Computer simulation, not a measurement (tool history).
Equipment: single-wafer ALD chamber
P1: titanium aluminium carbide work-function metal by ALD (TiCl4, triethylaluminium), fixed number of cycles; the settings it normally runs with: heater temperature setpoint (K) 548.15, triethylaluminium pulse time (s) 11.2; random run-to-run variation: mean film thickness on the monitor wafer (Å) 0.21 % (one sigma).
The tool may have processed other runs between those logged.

run,day,heater temperature setpoint (K),triethylaluminium pulse time (s),hours since the last thermocouple change,hours since the last triethylaluminium bottle change,mean film thickness on the monitor wafer (Å)
1,0.396,548.15,11.2,314,1080.9,18.107
2,0.912,532.15,4.59,326.4,1093.3,13.596
3,1.304,561.15,7.67,335.8,1102.7,18.184
4,1.738,548.15,11.2,346.2,1113.1,18.14
5,2.229,533.15,8.22,358,1124.9,16.136
6,2.571,548.15,16.22,366.2,1133.1,18.402
7,2.854,548.15,11.2,373,1139.9,18.12
8,3.217,524.15,11.2,381.7,1148.6,16.059
9,3.746,548.15,11.2,394.4,1161.3,18.159
10,4.292,548.15,11.2,407.5,1174.4,18.101
11,4.621,569.15,11.2,415.4,1182.3,19.99
12,5.142,548.15,4.12,427.9,1194.8,14.037
13,5.629,548.15,11.2,439.6,1206.5,18.181
14,6.083,548.15,11.2,450.5,1217.4,18.087
15,6.538,548.15,11.2,461.4,1228.3,17.916
16,6.962,548.15,11.2,471.6,1238.5,17.74
17,7.412,548.15,11.2,482.4,1249.3,17.814
18,7.817,548.15,11.2,492.1,1259,17.698
19,8.204,548.15,11.2,501.4,1268.3,17.638
20,8.658,548.15,11.2,512.3,1279.2,17.757

The log shows P1 creeping away from where it was. Any of the 2 causes listed here, at the size stated for it, fits the log just as well as the others:
A: triethylaluminium dose below that of a fresh bottle (%) = 18.9
B: wafer temperature below the value expected at the setpoint (K) = 4.88
Creep in the process output first set in at about day 6.083.

Below are 4 check runs, each on a single wafer, with their results shown as question marks. Which of them would tell the listed causes apart, meaning the causes would give clearly different results under it?
check 1,9.112,535.15,11.2,,,?
check 2,9.112,568.15,11.2,,,?
check 3,9.112,557.15,11.2,,,?
check 4,9.112,548.15,4.71,,,?

What each check would give under each cause:
check,result,if A,if B
check 1,mean film thickness on the monitor wafer (Å),16.611,16.591
check 2,mean film thickness on the monitor wafer (Å),19.394,19.425
check 3,mean film thickness on the monitor wafer (Å),18.455,18.469
check 4,mean film thickness on the monitor wafer (Å),13.546,14.512
Per-check spread between the two closest causes, in the result where they differ most: check 1 0.12 %; check 2 0.16 %; check 3 0.07 %; check 4 6.89 %
The causes can be told apart only by check 4. The other checks would give nearly the same results under each of them.

Check 4 was carried out, with these results: mean film thickness on the monitor wafer (Å) 14.506. Which of the listed causes is responsible?

The cause is B: wafer temperature below the value expected at the setpoint (K).

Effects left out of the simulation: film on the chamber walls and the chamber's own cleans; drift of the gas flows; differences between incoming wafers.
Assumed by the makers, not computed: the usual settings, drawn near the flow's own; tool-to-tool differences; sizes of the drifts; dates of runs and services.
